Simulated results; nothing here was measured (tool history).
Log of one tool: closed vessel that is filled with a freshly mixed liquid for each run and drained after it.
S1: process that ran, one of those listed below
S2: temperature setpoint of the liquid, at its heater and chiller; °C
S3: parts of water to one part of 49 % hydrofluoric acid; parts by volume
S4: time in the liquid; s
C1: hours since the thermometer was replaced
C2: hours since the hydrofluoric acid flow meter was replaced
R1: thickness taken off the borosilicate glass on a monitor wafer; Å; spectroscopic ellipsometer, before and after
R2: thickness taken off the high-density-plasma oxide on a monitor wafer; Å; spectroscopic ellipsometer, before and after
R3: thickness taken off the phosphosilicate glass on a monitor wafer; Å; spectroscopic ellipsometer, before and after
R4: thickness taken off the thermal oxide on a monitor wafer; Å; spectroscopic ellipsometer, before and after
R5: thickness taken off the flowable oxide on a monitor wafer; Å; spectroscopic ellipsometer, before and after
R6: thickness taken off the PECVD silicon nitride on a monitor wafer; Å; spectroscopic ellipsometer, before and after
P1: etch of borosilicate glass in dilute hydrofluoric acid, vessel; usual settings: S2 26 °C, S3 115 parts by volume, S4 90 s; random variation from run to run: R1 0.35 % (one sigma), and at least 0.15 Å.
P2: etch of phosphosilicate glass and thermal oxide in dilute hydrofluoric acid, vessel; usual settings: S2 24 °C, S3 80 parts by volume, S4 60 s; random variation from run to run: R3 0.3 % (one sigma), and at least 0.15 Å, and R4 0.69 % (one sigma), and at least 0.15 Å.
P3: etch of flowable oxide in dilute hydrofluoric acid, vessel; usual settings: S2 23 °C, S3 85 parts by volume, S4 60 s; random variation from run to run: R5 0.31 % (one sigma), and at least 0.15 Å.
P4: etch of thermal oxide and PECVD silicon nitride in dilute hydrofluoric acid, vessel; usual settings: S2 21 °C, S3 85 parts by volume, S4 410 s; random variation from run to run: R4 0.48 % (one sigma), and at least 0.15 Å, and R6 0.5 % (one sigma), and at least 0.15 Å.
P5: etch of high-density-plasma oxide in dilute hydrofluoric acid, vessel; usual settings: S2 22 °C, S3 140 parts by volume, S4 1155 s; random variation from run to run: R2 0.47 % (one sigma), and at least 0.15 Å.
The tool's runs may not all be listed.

Run 1, hour 6.2: S1 P1, S2 26 °C, S3 115 parts by volume, S4 90 s; C1 2080.3; C2 414.8. Result: R1 248.58 Å.
Run 2, hour 18.7: S1 P1, S2 30.5 °C, S3 115 parts by volume, S4 170 s; C1 2092.8; C2 427.3. Result: R1 552.34 Å.
Run 3, hour 31.7: S1 P5, S2 22 °C, S3 140 parts by volume, S4 1155 s; C1 2105.8; C2 440.3. Result: R2 367.99 Å.
Run 4, hour 42.6: S1 P1, S2 26 °C, S3 175 parts by volume, S4 90 s; C1 2116.7; C2 451.2. Result: R1 152.24 Å.
Run 5, hour 49: S1 P2, S2 24 °C, S3 80 parts by volume, S4 60 s; C1 2123.1; C2 457.6. Result: R3 1229.7 Å, R4 36.781 Å.
Run 6, hour 60.9: S1 P1, S2 26 °C, S3 115 parts by volume, S4 170 s; C1 2135; C2 469.5. Result: R1 467.14 Å.
Run 7, hour 68.1: S1 P1, S2 26 °C, S3 115 parts by volume, S4 90 s; C1 2142.2; C2 476.7. Result: R1 250.17 Å.
Run 8, hour 74.3: S1 P3, S2 23 °C, S3 85 parts by volume, S4 60 s; C1 2148.4; C2 482.9. Result: R5 150.69 Å.
Run 9, hour 85.6: S1 P1, S2 22.5 °C, S3 115 parts by volume, S4 90 s; C1 2159.7; C2 494.2. Result: R1 217.55 Å.
Run 10, hour 99.1: S1 P4, S2 21 °C, S3 85 parts by volume, S4 410 s; C1 2173.2; C2 507.7. Result: R4 190.43 Å, R6 124.44 Å.
Run 11, hour 110: S1 P1, S2 26 °C, S3 115 parts by volume, S4 90 s; C1 2184.1; C2 518.6. Result: R1 248.11 Å.
Run 12, hour 122.3: S1 P2, S2 24 °C, S3 25 parts by volume, S4 60 s; C1 2196.4; C2 530.9. Result: R3 4225.3 Å, R4 128.05 Å.
Run 13, hour 132: S1 P5, S2 17 °C, S3 140 parts by volume, S4 1155 s; C1 2206.1; C2 540.6. Result: R2 300.62 Å.
Run 14, hour 139: S1 P5, S2 22 °C, S3 140 parts by volume, S4 595 s; C1 2213.1; C2 547.6. Result: R2 189.88 Å.
Run 15, hour 150.2: S1 P3, S2 23 °C, S3 85 parts by volume, S4 30 s; C1 2224.3; C2 558.8. Result: R5 75.391 Å.
Run 16, hour 159.1: S1 P2, S2 24 °C, S3 80 parts by volume, S4 30 s; C1 2233.2; C2 567.7. Result: R3 609.99 Å, R4 18.221 Å.
Run 17, hour 170: S1 P3, S2 23 °C, S3 85 parts by volume, S4 60 s; C1 2244.1; C2 578.6. Result: R5 151.58 Å.
Run 18, hour 181.8: S1 P4, S2 21 °C, S3 85 parts by volume, S4 410 s; C1 2255.9; C2 590.4. Result: R4 189.15 Å, R6 124.83 Å.
Run 19, hour 196.2: S1 P4, S2 29.5 °C, S3 85 parts by volume, S4 410 s; C1 2270.3; C2 604.8. Result: R4 264.19 Å, R6 219.47 Å.
Run 20, hour 209.5: S1 P1, S2 26 °C, S3 115 parts by volume, S4 90 s; C1 2283.6; C2 618.1. Result: R1 247.57 Å.
Run 21, hour 219.8: S1 P1, S2 26 °C, S3 40 parts by volume, S4 90 s; C1 2293.9; C2 628.4. Result: R1 787.63 Å.
Run 22, hour 227.5: S1 P5, S2 22 °C, S3 140 parts by volume, S4 1155 s; C1 2301.6; C2 636.1. Result: R2 367.97 Å.

Run 23 comes next. What will it give?
Run 23, hour 242: S1 P1, S2 30 °C, S3 115 parts by volume, S4 90 s; C1 2316.1; C2 650.6. Result: R1 ?.

Run 23 gave R1 290.27 Å.
